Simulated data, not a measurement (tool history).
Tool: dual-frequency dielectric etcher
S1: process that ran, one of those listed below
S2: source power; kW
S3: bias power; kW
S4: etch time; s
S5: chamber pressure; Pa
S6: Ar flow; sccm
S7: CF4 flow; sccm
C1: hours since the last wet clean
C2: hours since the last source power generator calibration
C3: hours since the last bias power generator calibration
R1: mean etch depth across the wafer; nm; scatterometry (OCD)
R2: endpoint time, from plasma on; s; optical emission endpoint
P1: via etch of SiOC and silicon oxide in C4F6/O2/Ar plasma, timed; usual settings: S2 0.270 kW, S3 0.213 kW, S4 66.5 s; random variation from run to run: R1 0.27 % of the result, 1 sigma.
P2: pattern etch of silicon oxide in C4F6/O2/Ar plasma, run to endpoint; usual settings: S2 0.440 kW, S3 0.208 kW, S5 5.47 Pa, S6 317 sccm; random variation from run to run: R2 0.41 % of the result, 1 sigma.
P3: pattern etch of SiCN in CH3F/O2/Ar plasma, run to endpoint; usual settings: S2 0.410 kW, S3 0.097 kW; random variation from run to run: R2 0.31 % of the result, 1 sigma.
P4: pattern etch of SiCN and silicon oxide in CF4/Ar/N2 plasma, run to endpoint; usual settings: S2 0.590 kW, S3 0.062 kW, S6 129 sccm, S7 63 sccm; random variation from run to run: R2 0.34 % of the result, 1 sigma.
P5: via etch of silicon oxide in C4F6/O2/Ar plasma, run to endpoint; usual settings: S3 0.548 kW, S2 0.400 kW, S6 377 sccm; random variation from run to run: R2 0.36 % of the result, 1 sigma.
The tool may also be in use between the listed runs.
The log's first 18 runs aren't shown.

{"run": 19, "hour": 205.3, "S1": "P2", "S2": 0.44, "S3": 0.165, "S5": 5.47, "S6": 317, "C1": 450.9, "C2": 1960.6, "C3": 1777.1, "R2": 10.196}
{"run": 20, "hour": 217.3, "S1": "P4", "S2": 0.59, "S3": 0.062, "S6": 129, "S7": 80, "C1": 462.9, "C2": 1972.6, "C3": 1789.1, "R2": 14.797}
{"run": 21, "hour": 228.1, "S1": "P2", "S2": 0.44, "S3": 0.208, "S5": 5.47, "S6": 317, "C1": 473.7, "C2": 1983.4, "C3": 1799.9, "R2": 9.509}
{"run": 22, "hour": 237.8, "S1": "P1", "S2": 0.27, "S3": 0.213, "S4": 66.5, "C1": 483.4, "C2": 1993.1, "C3": 1809.6, "R1": 65.808}
{"run": 23, "hour": 245.3, "S1": "P1", "S2": 0.36, "S3": 0.213, "S4": 43.0, "C1": 490.9, "C2": 2000.6, "C3": 1817.1, "R1": 47.469}
{"run": 24, "hour": 254.1, "S1": "P1", "S2": 0.27, "S3": 0.254, "S4": 66.5, "C1": 499.7, "C2": 2009.4, "C3": 1825.9, "R1": 69.764}
{"run": 25, "hour": 265.1, "S1": "P1", "S2": 0.27, "S3": 0.213, "S4": 66.5, "C1": 510.7, "C2": 2020.4, "C3": 1836.9, "R1": 65.776}
{"run": 26, "hour": 271.6, "S1": "P2", "S2": 0.61, "S3": 0.208, "S5": 5.47, "S6": 317, "C1": 517.2, "C2": 2026.9, "C3": 1843.4, "R2": 8.305}
{"run": 27, "hour": 279.4, "S1": "P4", "S2": 0.59, "S3": 0.062, "S6": 129, "S7": 63, "C1": 525.0, "C2": 2034.7, "C3": 1851.2, "R2": 15.44}
{"run": 28, "hour": 289.5, "S1": "P1", "S2": 0.16, "S3": 0.213, "S4": 46.0, "C1": 535.1, "C2": 2044.8, "C3": 1861.3, "R1": 37.216}
{"run": 29, "hour": 302.5, "S1": "P3", "S2": 0.27, "S3": 0.097, "C1": 548.1, "C2": 2057.8, "C3": 1874.3, "R2": 27.967}
{"run": 30, "hour": 312.1, "S1": "P2", "S2": 0.44, "S3": 0.208, "S5": 5.47, "S6": 317, "C1": 557.7, "C2": 2067.4, "C3": 1883.9, "R2": 9.3982}
{"run": 31, "hour": 326.2, "S1": "P4", "S2": 0.59, "S3": 0.062, "S6": 157, "S7": 63, "C1": 571.8, "C2": 2081.5, "C3": 1898.0, "R2": 16.051}

Forecast run 32:
{"run": 32, "hour": 336.3, "S1": "P1", "S2": 0.27, "S3": 0.213, "S4": 66.5, "C1": 581.9, "C2": 2091.6, "C3": 1908.1, "R1": "?"}

{"run 32": {"R1": 65.242}}
